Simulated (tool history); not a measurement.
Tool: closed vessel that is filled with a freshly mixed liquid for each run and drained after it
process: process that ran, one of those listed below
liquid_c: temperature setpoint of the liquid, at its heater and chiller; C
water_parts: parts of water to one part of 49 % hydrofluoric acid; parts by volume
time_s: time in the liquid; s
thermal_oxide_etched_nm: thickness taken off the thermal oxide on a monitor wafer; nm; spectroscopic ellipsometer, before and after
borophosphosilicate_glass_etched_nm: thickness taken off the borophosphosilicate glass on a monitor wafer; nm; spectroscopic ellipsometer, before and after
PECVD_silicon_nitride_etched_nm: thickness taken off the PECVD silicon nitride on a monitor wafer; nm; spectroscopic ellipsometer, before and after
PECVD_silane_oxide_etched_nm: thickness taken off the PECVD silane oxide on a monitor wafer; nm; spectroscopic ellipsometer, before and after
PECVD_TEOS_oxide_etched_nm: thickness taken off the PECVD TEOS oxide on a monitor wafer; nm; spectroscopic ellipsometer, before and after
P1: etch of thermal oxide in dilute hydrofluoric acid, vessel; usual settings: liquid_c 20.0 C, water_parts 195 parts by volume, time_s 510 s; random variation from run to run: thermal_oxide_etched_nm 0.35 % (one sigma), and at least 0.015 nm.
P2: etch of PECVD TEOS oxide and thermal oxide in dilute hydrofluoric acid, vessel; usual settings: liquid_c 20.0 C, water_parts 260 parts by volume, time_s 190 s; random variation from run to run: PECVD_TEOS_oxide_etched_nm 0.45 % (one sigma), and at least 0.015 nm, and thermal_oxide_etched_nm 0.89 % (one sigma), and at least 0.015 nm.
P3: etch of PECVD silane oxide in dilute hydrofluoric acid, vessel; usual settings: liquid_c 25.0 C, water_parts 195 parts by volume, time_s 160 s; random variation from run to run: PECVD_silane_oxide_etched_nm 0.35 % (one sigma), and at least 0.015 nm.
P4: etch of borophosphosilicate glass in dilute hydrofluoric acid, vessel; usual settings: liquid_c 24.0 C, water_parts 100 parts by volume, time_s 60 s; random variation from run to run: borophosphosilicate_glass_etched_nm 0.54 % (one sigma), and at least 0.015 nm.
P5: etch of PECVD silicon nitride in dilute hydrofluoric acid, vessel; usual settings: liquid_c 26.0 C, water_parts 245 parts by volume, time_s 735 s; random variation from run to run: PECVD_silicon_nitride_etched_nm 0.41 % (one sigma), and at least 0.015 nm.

run   hour  process  liquid_c  water_parts  time_s  thermal_oxide_etched_nm  borophosphosilicate_glass_etched_nm  PECVD_silicon_nitride_etched_nm  PECVD_silane_oxide_etched_nm  PECVD_TEOS_oxide_etched_nm
  1    4.6       P1      20.0          195     510                   9.5383
  2    8.0       P1      17.0          195     845                  14.0800
  3   13.3       P1      17.0          195     510                   8.4729
  4   17.6       P4      24.0          100      85                                                        48.755
  5   21.1       P5      30.0          245     735                                                                                         7.2654
  6   25.7       P3      25.0          270     160                                                                                                                      13.1050
  7   29.5       P5      26.0          245     735                                                                                         5.6876
  8   35.9       P5      26.0          245    1190                                                                                         9.2171
  9   40.4       P2      20.0          260     190                   2.5430                                                                                                                          7.4776
 10   44.9       P1      20.0          195     510                   9.5063
 11   47.9       P4      24.0          100      60                                                        34.372
 12   54.0       P2      20.0          165     190                   4.3660                                                                                                                         12.8380
 13   59.9       P3      25.0          195     160                                                                                                                      19.7550
 14   65.9       P5      26.0          365     735                                                                                         3.8634
 15   70.2       P1      20.0           55     510                  39.3590
 16   76.5       P1      20.0          325     510                   5.0788
 17   81.1       P2      20.0          260     190                   2.5512                                                                                                                          7.4304
 18   84.1       P4      24.0          170      60                                                        18.675
 19   89.6       P1      20.0          195     510                   9.5345
 20   94.7       P1      20.0          195     510                   9.6208
 21  100.7       P1      17.0           90     510                  20.3130
 22  103.7       P1      25.0          195     510                  11.4810
 23  110.2       P4      24.0          100      60                                                        34.230
 24  113.3       P2      20.0          260     290                   3.9178                                                                                                                         11.3550
     114.3  -- hydrofluoric acid flow meter replaced
 25  116.2       P1      20.0          195     165                   3.0691
 26  122.3       P1      20.0          195     510                   9.5420
 27  127.6       P3      21.0          195     160                                                                                                                      16.9930
 28  131.3       P1      20.0          335     855                   8.1879
 29  134.9       P1      20.0          195     995                  18.5890
 30  139.6       P3      25.0          195     160                                                                                                                      19.7560
 31  143.1       P2      17.0          260     190                   2.2938                                                                                                                          6.5833
 32  146.3       P3      25.0          195      30                                                                                                                       3.6908
 33  149.9       P5      26.0          245     735                                                                                         5.7380
 34  153.7       P4      30.5          100      60                                                        44.000
 35  158.9       P1      20.0          195     510                   9.5180
 36  164.1       P1      20.0          195     510                   9.9140
 37  167.2       P1      20.0          195     510                  10.0090
 38  171.2       P1      20.0          195     510                  10.1180
 39  175.9       P1      20.0          195     510                  10.1740
 40  179.1       P1      20.0          195     510                  10.2670
 41  185.0       P1      20.0          195     510                  10.3060
 42  190.6       P1      20.0          195     510                  10.3050
 43  194.2       P1      20.0          195     510                  10.3050

What P1 gives has crept away from where it was. These 2 causes fit the log equally well, each at the size given:
A: liquid hotter than its thermometer reads (K) = 2.2
B: hydrofluoric acid flow above the setpoint (%) = 7.34
The creep began at about hour 158.9.

4 check runs are offered, one wafer each, their results left as question marks. Which one tells the causes apart?
check 1  197.8       P3      25.0          195     160                                                                                                                            ?
check 2  197.8       P5      26.0          245     735                                                                                              ?
check 3  197.8       P4      24.0          100      60                                                             ?
check 4  197.8       P2      20.0          260     190                        ?                                                                                                                               ?

What each check would give under each cause:
  check                               result     if A     if B
check 1         PECVD_silane_oxide_etched_nm  21.3590  21.4860
check 2      PECVD_silicon_nitride_etched_nm   6.5193   6.1280
check 3  borophosphosilicate_glass_etched_nm   37.399   37.139
check 4              thermal_oxide_etched_nm   2.7558   2.7735
check 4           PECVD_TEOS_oxide_etched_nm   8.0840   8.1358
How far apart the two closest causes lie, in the result that separates them most: check 1 0.6 %; check 2 6.19 %; check 3 0.7 %; check 4 0.64 %
Check 2 tells the causes apart: in the others they would give nearly the same result.

Then check 2 was run and gave: PECVD_silicon_nitride_etched_nm 6.5259 nm. Which cause is it?

It is A: liquid hotter than its thermometer reads (K).

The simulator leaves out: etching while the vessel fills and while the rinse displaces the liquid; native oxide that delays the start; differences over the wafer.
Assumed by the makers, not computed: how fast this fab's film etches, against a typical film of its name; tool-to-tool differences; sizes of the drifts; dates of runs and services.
